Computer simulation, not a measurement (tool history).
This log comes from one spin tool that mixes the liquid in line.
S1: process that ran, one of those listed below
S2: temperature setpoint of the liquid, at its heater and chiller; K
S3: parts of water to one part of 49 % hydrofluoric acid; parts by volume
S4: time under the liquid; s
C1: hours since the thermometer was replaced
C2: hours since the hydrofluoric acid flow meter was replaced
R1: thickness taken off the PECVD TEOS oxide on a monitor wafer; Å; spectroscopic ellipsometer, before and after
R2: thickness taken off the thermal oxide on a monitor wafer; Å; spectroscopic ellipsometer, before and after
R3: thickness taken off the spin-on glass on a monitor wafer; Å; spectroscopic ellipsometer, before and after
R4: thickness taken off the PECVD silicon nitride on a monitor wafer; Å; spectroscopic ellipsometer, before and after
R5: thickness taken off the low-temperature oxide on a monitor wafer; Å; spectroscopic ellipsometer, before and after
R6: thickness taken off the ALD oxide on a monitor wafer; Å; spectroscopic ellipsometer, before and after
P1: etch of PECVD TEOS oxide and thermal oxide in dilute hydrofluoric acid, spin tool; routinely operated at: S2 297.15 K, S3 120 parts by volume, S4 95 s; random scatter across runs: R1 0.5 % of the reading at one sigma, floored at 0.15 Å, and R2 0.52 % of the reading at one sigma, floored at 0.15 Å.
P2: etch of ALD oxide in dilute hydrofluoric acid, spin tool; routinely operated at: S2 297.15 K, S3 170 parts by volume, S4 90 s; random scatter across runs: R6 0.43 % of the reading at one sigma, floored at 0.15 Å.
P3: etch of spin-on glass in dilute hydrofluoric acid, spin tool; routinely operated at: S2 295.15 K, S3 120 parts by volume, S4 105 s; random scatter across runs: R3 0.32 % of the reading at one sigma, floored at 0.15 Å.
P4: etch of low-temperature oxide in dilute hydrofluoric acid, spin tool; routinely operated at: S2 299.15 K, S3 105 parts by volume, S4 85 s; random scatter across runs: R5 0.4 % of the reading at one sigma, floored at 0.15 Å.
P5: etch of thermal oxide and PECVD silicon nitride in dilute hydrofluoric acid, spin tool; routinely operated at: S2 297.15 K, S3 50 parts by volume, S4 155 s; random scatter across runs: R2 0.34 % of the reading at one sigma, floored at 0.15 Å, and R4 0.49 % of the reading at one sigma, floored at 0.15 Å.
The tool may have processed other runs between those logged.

{"run": 1, "hour": 6.0, "S1": "P1", "S2": 297.15, "S3": 120, "S4": 95, "C1": 800.8, "C2": 1103.3, "R1": 122.02, "R2": 39.02}
{"run": 2, "hour": 10.6, "S1": "P3", "S2": 295.15, "S3": 120, "S4": 215, "C1": 805.4, "C2": 1107.9, "R3": 1068.8}
{"run": 3, "hour": 17.2, "S1": "P1", "S2": 297.15, "S3": 120, "S4": 175, "C1": 812.0, "C2": 1114.5, "R1": 222.68, "R2": 71.399}
{"run": 4, "hour": 22.6, "S1": "P5", "S2": 303.65, "S3": 50, "S4": 155, "C1": 817.4, "C2": 1119.9, "R2": 200.58, "R4": 274.94}
{"run": 5, "hour": 27.0, "S1": "P1", "S2": 297.15, "S3": 120, "S4": 95, "C1": 821.8, "C2": 1124.3, "R1": 121.24, "R2": 39.36}
{"run": 6, "hour": 32.2, "S1": "P4", "S2": 299.15, "S3": 105, "S4": 150, "C1": 827.0, "C2": 1129.5, "R5": 163.52}
{"run": 7, "hour": 35.7, "S1": "P1", "S2": 297.15, "S3": 120, "S4": 95, "C1": 830.5, "C2": 1133.0, "R1": 121.19, "R2": 39.11}
{"run": 8, "hour": 38.9, "S1": "P2", "S2": 297.15, "S3": 170, "S4": 90, "C1": 833.7, "C2": 1136.2, "R6": 49.084}
{"run": 9, "hour": 44.8, "S1": "P1", "S2": 297.15, "S3": 120, "S4": 95, "C1": 839.6, "C2": 1142.1, "R1": 121.27, "R2": 38.876}
{"run": 10, "hour": 50.7, "S1": "P4", "S2": 306.15, "S3": 105, "S4": 85, "C1": 845.5, "C2": 1148.0, "R5": 121.15}
{"run": 11, "hour": 55.4, "S1": "P5", "S2": 297.15, "S3": 50, "S4": 30, "C1": 850.2, "C2": 1152.7, "R2": 29.93, "R4": 35.185}
{"run": 12, "hour": 60.8, "S1": "P3", "S2": 290.15, "S3": 120, "S4": 105, "C1": 855.6, "C2": 1158.1, "R3": 423.49}
{"run": 13, "hour": 65.4, "S1": "P1", "S2": 297.15, "S3": 120, "S4": 95, "C1": 860.2, "C2": 1162.7, "R1": 120.94, "R2": 38.783}
{"run": 14, "hour": 70.7, "S1": "P1", "S2": 293.15, "S3": 120, "S4": 95, "C1": 865.5, "C2": 1168.0, "R1": 102.81, "R2": 33.062}
{"hour": 72.6, "done": "thermometer replaced"}
{"run": 15, "hour": 76.0, "S1": "P1", "S2": 297.15, "S3": 120, "S4": 95, "C1": 3.4, "C2": 1173.3, "R1": 120.71, "R2": 38.528}
{"run": 16, "hour": 80.3, "S1": "P2", "S2": 297.15, "S3": 300, "S4": 90, "C1": 7.7, "C2": 1177.6, "R6": 24.532}
{"run": 17, "hour": 86.0, "S1": "P2", "S2": 292.65, "S3": 170, "S4": 90, "C1": 13.4, "C2": 1183.3, "R6": 41.412}
{"run": 18, "hour": 89.4, "S1": "P1", "S2": 297.15, "S3": 215, "S4": 40, "C1": 16.8, "C2": 1186.7, "R1": 25.575, "R2": 8.2086}
{"run": 19, "hour": 93.8, "S1": "P1", "S2": 297.15, "S3": 60, "S4": 95, "C1": 21.2, "C2": 1191.1, "R1": 263.61, "R2": 83.569}
{"run": 20, "hour": 98.9, "S1": "P4", "S2": 299.15, "S3": 105, "S4": 85, "C1": 26.3, "C2": 1196.2, "R5": 93.645}
{"run": 21, "hour": 103.4, "S1": "P1", "S2": 291.65, "S3": 40, "S4": 95, "C1": 30.8, "C2": 1200.7, "R1": 319.09, "R2": 102.73}
{"run": 22, "hour": 108.9, "S1": "P1", "S2": 297.15, "S3": 120, "S4": 15, "C1": 36.3, "C2": 1206.2, "R1": 19.271, "R2": 6.0579}
{"run": 23, "hour": 115.2, "S1": "P1", "S2": 297.15, "S3": 170, "S4": 95, "C1": 42.6, "C2": 1212.5, "R1": 81.426, "R2": 25.833}
{"run": 24, "hour": 121.5, "S1": "P5", "S2": 297.15, "S3": 50, "S4": 155, "C1": 48.9, "C2": 1218.8, "R2": 154.65, "R4": 180.67}

Run 25 comes next. What will it give?
{"run": 25, "hour": 127.9, "S1": "P3", "S2": 295.15, "S3": 175, "S4": 105, "C1": 55.3, "C2": 1225.2, "R3": "?"}

R3: 336.75 Å

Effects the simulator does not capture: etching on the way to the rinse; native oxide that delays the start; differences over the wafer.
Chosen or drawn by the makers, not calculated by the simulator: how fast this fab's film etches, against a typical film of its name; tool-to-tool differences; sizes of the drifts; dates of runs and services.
